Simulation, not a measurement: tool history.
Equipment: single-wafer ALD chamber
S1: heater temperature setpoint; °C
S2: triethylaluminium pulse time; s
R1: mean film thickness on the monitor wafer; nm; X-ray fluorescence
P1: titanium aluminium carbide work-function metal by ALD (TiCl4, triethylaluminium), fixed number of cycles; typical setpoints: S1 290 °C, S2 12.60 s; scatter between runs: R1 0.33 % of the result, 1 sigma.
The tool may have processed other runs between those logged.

| run | day | S1 | S2 | R1 |
|---|---|---|---|---|
| 1 | 0.671 | 290 | 12.60 | 1.9909 |
| 2 | 1.062 | 290 | 17.71 | 2.0063 |
| 3 | 1.554 | 314 | 12.60 | 2.2055 |
| 4 | 2.279 | 290 | 12.60 | 1.9796 |
| 5 | 2.979 | 290 | 4.98 | 1.6465 |
| 6 | 3.762 | 278 | 9.26 | 1.8293 |
| 7 | 4.308 | 290 | 12.60 | 1.9899 |
| 8 | 5.050 | 290 | 12.60 | 1.9881 |
| 9 | 5.508 | 303 | 6.93 | 1.9510 |
| 10 | 5.988 | 271 | 16.57 | 1.8405 |
| 11 | 6.717 | 269 | 12.60 | 1.8052 |
| 12 | 7.346 | 290 | 12.60 | 1.9934 |
| 13 | 8.146 | 290 | 12.60 | 1.9681 |
| 14 | 8.608 | 290 | 12.60 | 1.9570 |
| 15 | 9.200 | 290 | 12.60 | 1.9592 |
| 16 | 9.588 | 290 | 12.60 | 1.9479 |
| 17 | 10.308 | 290 | 12.60 | 1.9511 |
| 18 | 11.108 | 290 | 12.60 | 1.9562 |

What P1 gives has crept off from where it sat before. The 2 causes that follow fit the log equally well, each at the size noted:
A: triethylaluminium dose below that of a fresh bottle (%) = 20.1
B: wafer temperature below the value expected at the setpoint (K) = 4.09
The drift started at roughly day 7.346.

Below are 4 check runs, each on a single wafer, with their results shown as question marks. Which of them would tell the listed causes apart, meaning the causes would give clearly different results under it?
| check 1 | 11.908 | 309 | 15.44 | ? |
| check 2 | 11.908 | 290 | 7.35 | ? |
| check 3 | 11.908 | 299 | 12.60 | ? |
| check 4 | 11.908 | 270 | 12.60 | ? |

Check results expected under each cause:
| check | result | if A | if B |
|---|---|---|---|
| check 1 | R1 | 2.1575 | 2.1405 |
| check 2 | R1 | 1.7489 | 1.8210 |
| check 3 | R1 | 2.0316 | 2.0327 |
| check 4 | R1 | 1.7783 | 1.7757 |
Smallest distance between any two causes, each pair judged by its most separating result, in per cent: check 1 0.79 %; check 2 4.04 %; check 3 0.05 %; check 4 0.14 %
The causes can be told apart only by check 2. The other checks would give nearly the same results under each of them.

Check 2 was then run and gave: R1 1.7541 nm. Which cause is it?

It is A: triethylaluminium dose below that of a fresh bottle (%).
